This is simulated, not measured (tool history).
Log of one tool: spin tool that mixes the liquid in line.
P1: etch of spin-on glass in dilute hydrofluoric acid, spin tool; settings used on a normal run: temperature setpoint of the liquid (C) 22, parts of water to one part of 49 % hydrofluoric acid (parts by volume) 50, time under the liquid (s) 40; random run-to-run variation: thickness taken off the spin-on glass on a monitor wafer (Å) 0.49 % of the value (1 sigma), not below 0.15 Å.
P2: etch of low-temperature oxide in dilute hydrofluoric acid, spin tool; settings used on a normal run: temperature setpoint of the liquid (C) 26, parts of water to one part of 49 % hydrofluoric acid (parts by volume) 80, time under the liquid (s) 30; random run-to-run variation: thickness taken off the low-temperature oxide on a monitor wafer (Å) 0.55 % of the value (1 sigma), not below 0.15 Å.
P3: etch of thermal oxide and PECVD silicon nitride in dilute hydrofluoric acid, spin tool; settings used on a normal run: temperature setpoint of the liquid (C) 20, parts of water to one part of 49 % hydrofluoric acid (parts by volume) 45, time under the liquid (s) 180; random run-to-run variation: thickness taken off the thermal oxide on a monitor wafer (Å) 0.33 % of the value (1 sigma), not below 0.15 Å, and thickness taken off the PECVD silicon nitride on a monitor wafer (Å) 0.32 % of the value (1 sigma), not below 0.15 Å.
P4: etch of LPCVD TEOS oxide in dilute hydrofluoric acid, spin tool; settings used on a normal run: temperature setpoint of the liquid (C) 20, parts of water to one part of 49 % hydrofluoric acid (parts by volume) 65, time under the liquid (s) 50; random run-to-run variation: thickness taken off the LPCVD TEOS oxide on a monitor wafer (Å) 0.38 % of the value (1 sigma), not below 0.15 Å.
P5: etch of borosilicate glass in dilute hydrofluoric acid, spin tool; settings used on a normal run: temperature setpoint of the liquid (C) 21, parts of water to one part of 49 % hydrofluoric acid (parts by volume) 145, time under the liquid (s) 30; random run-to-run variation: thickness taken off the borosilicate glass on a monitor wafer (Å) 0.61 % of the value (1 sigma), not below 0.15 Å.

run,hour,process that ran,temperature setpoint of the liquid (C),parts of water to one part of 49 % hydrofluoric acid (parts by volume),time under the liquid (s),hours since the thermometer was replaced,hours since the hydrofluoric acid flow meter was replaced,thickness taken off the spin-on glass on a monitor wafer (Å),thickness taken off the low-temperature oxide on a monitor wafer (Å),thickness taken off the thermal oxide on a monitor wafer (Å),thickness taken off the PECVD silicon nitride on a monitor wafer (Å),thickness taken off the LPCVD TEOS oxide on a monitor wafer (Å),thickness taken off the borosilicate glass on a monitor wafer (Å)
1,7.5,P1,22,50,40,133.7,808.3,169.6,,,,,
2,13.4,P2,26,80,15,139.6,814.2,,29.054,,,,
3,22.1,P2,26,80,30,148.3,822.9,,57.103,,,,
4,31.9,P3,20,20,180,158.1,832.7,,,394.89,162.82,,
5,44.8,P1,18.5,50,40,171,845.6,146.23,,,,,
6,53.2,P1,22,50,40,179.4,854,168.89,,,,,
7,64.4,P1,25.5,50,40,190.6,865.2,195.71,,,,,
8,77.6,P1,22,50,40,203.8,878.4,170.08,,,,,
9,84.7,P3,20,45,180,210.9,885.5,,,170.33,74.459,,
10,95.8,P4,20,20,50,222,896.6,,,,,808.7,
11,103.3,P1,22,50,75,229.5,904.1,317.47,,,,,
12,112.7,P3,26,45,180,238.9,913.5,,,219.87,112.16,,
13,124.4,P1,22,50,40,250.6,925.2,169.97,,,,,
14,136.6,P4,20,65,20,262.8,937.4,,,,,94.764,
15,144.8,P3,20,45,180,271,945.6,,,170.2,74.42,,
16,151.4,P1,22,75,40,277.6,952.2,109.06,,,,,
17,162.2,P5,17,145,30,288.4,963,,,,,,40.565
18,171.5,P1,22,50,40,297.7,972.3,169.64,,,,,
19,183.8,P5,21,145,30,310,984.6,,,,,,47.854
20,194.7,P1,22,50,40,320.9,995.5,170.59,,,,,
21,205.1,P2,26,20,30,331.3,1005.9,,249.7,,,,
22,211.1,P1,22,20,70,337.3,1011.9,770.11,,,,,
23,220.8,P1,22,50,40,347,1021.6,169.41,,,,,
24,229.7,P4,20,65,50,355.9,1030.5,,,,,237.51,
25,242.6,P4,17,65,50,368.8,1043.4,,,,,208.56,
26,250,P4,20,65,50,376.2,1050.8,,,,,237.47,
27,256.6,P5,21,145,60,382.8,1057.4,,,,,,95.979
28,267.1,P3,20,45,15,393.3,1067.9,,,14.157,6.267,,
29,279.5,P5,21,70,30,405.7,1080.3,,,,,,109
30,286.8,P2,30,80,30,413,1087.6,,66.883,,,,
31,292.7,P1,22,25,40,418.9,1093.5,353.17,,,,,
32,302.4,P1,22,50,15,428.6,1103.2,63.178,,,,,
33,312.7,P1,22,50,40,438.9,1113.5,169.44,,,,,
34,320.8,P1,22,50,40,447,1121.6,165.04,,,,,
35,331.4,P1,22,50,40,457.6,1132.2,163.68,,,,,
36,342.3,P1,22,50,40,468.5,1143.1,160.24,,,,,
37,353.7,P1,22,50,40,479.9,1154.5,159.18,,,,,
38,363.7,P1,22,50,40,489.9,1164.5,160.07,,,,,
39,370.4,P1,22,50,40,496.6,1171.2,157.82,,,,,
40,379.4,P1,22,50,40,505.6,1180.2,158.1,,,,,
41,386.4,P1,22,50,40,512.6,1187.2,158.27,,,,,
42,399.3,P1,22,50,40,525.5,1200.1,157.31,,,,,
43,406.9,P1,22,50,40,533.1,1207.7,156.78,,,,,

P1 has crept away from where it was. The log is fitted equally well by each of these 2 causes, at the sizes shown:
A: liquid colder than its thermometer reads (K) = 1.77
B: hydrofluoric acid flow below the setpoint (%) = 6.73
The creep began at about hour 312.7.

Which of the 4 check runs listed below, each an average over 3 wafers with its results shown as question marks, gives clearly different results under the different listed causes?
check 1,414.5,P2,26,25,30,,,,?,,,,
check 2,414.5,P3,20,20,15,,,,,?,?,,
check 3,414.5,P5,17,100,30,,,,,,,,?
check 4,414.5,P4,20,65,25,,,,,,,?,

How each check would come out, cause by cause:
check,result,if A,if B
check 1,thickness taken off the low-temperature oxide on a monitor wafer (Å),183.07,183.38
check 2,thickness taken off the thermal oxide on a monitor wafer (Å),30.469,30.657
check 2,thickness taken off the PECVD silicon nitride on a monitor wafer (Å),11.935,12.666
check 3,thickness taken off the borosilicate glass on a monitor wafer (Å),57.57,57.46
check 4,thickness taken off the LPCVD TEOS oxide on a monitor wafer (Å),109.99,109.97
Per check, the gap between the least separated pair of causes, taken in the result that splits them most: check 1 0.17 %; check 2 5.95 %; check 3 0.19 %; check 4 0.02 %
Check 2 distinguishes between the causes, while the remaining checks would return nearly the same result for all of them.

Check 2 was then run and gave: thickness taken off the thermal oxide on a monitor wafer (Å) 30.401; thickness taken off the PECVD silicon nitride on a monitor wafer (Å) 12.069. Which cause is it?

A is the cause: liquid colder than its thermometer reads (K).
